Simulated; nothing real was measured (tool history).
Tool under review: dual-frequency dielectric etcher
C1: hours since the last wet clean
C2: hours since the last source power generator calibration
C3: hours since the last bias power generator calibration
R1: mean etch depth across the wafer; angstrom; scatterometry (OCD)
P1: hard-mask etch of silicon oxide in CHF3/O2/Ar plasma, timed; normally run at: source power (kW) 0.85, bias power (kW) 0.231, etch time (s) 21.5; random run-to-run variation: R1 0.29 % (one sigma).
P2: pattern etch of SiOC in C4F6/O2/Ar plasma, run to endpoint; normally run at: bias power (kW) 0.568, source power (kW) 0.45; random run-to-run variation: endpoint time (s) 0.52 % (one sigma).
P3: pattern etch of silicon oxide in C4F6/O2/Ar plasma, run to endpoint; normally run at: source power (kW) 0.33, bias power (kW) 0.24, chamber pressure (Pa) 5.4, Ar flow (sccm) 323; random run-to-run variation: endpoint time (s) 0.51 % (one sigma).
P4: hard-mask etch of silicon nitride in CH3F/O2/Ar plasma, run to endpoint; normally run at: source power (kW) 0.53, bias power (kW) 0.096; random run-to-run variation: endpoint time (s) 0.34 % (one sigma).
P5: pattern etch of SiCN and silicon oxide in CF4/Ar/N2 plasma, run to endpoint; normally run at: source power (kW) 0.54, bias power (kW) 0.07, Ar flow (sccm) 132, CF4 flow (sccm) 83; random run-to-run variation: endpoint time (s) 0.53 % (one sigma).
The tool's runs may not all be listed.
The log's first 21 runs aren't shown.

Run 22, hour 198.8: process that ran P1, source power (kW) 0.85, bias power (kW) 0.231, etch time (s) 21.5; C1 514.9; C2 1136.2; C3 146. Result: R1 536.71 angstrom.
Run 23, hour 209.5: process that ran P3, source power (kW) 0.33, bias power (kW) 0.24, Ar flow (sccm) 190, chamber pressure (Pa) 5.4; C1 525.6; C2 1146.9; C3 156.7. Result: endpoint time (s) 15.237.
Run 24, hour 221.7: process that ran P3, source power (kW) 0.27, bias power (kW) 0.24, Ar flow (sccm) 323, chamber pressure (Pa) 5.4; C1 537.8; C2 1159.1; C3 168.9. Result: endpoint time (s) 17.275.
Run 25, hour 229.2: process that ran P2, source power (kW) 0.45, bias power (kW) 0.568; C1 545.3; C2 1166.6; C3 176.4. Result: endpoint time (s) 15.37.
Run 26, hour 235.6: process that ran P2, source power (kW) 0.62, bias power (kW) 0.568; C1 551.7; C2 1173; C3 182.8. Result: endpoint time (s) 13.752.
Run 27, hour 244.1: process that ran P1, source power (kW) 0.85, bias power (kW) 0.178, etch time (s) 21.5; C1 560.2; C2 1181.5; C3 191.3. Result: R1 489.9 angstrom.
Run 28, hour 255.8: process that ran P4, source power (kW) 0.34, bias power (kW) 0.096; C1 571.9; C2 1193.2; C3 203. Result: endpoint time (s) 62.676.
Run 29, hour 263.5: process that ran P5, source power (kW) 0.54, bias power (kW) 0.07, Ar flow (sccm) 88, CF4 flow (sccm) 83; C1 579.6; C2 1200.9; C3 210.7. Result: endpoint time (s) 9.3022.
Run 30, hour 273.9: process that ran P5, source power (kW) 0.54, bias power (kW) 0.042, Ar flow (sccm) 132, CF4 flow (sccm) 83; C1 590; C2 1211.3; C3 221.1. Result: endpoint time (s) 11.743.
Run 31, hour 284.1: process that ran P2, source power (kW) 0.45, bias power (kW) 0.568; C1 600.2; C2 1221.5; C3 231.3. Result: endpoint time (s) 15.311.
Run 32, hour 293.9: process that ran P4, source power (kW) 0.53, bias power (kW) 0.096; C1 610; C2 1231.3; C3 241.1. Result: endpoint time (s) 52.84.
Run 33, hour 303.2: process that ran P1, source power (kW) 0.85, bias power (kW) 0.231, etch time (s) 29; C1 619.3; C2 1240.6; C3 250.4. Result: R1 721.55 angstrom.
Run 34, hour 309.8: process that ran P1, source power (kW) 0.85, bias power (kW) 0.231, etch time (s) 21.5; C1 625.9; C2 1247.2; C3 257. Result: R1 534.33 angstrom.
Run 35, hour 321.8: process that ran P1, source power (kW) 0.85, bias power (kW) 0.231, etch time (s) 21.5; C1 637.9; C2 1259.2; C3 269. Result: R1 538.24 angstrom.
Run 36, hour 330.2: process that ran P1, source power (kW) 0.85, bias power (kW) 0.231, etch time (s) 21.5; C1 646.3; C2 1267.6; C3 277.4. Result: R1 536.71 angstrom.
Run 37, hour 342.4: process that ran P1, source power (kW) 0.85, bias power (kW) 0.231, etch time (s) 21.5; C1 658.5; C2 1279.8; C3 289.6. Result: R1 539.63 angstrom.
Run 38, hour 350.4: process that ran P1, source power (kW) 0.85, bias power (kW) 0.231, etch time (s) 21.5; C1 666.5; C2 1287.8; C3 297.6. Result: R1 541.98 angstrom.
Run 39, hour 359.4: process that ran P1, source power (kW) 0.85, bias power (kW) 0.231, etch time (s) 21.5; C1 675.5; C2 1296.8; C3 306.6. Result: R1 540.01 angstrom.

Run 40 is up next; what results do you expect?
Run 40, hour 366.3: process that ran P1, source power (kW) 0.85, bias power (kW) 0.231, etch time (s) 21.5; C1 682.4; C2 1303.7; C3 313.5. Result: R1 ?.

Run 40 yielded R1 542.42 angstrom.

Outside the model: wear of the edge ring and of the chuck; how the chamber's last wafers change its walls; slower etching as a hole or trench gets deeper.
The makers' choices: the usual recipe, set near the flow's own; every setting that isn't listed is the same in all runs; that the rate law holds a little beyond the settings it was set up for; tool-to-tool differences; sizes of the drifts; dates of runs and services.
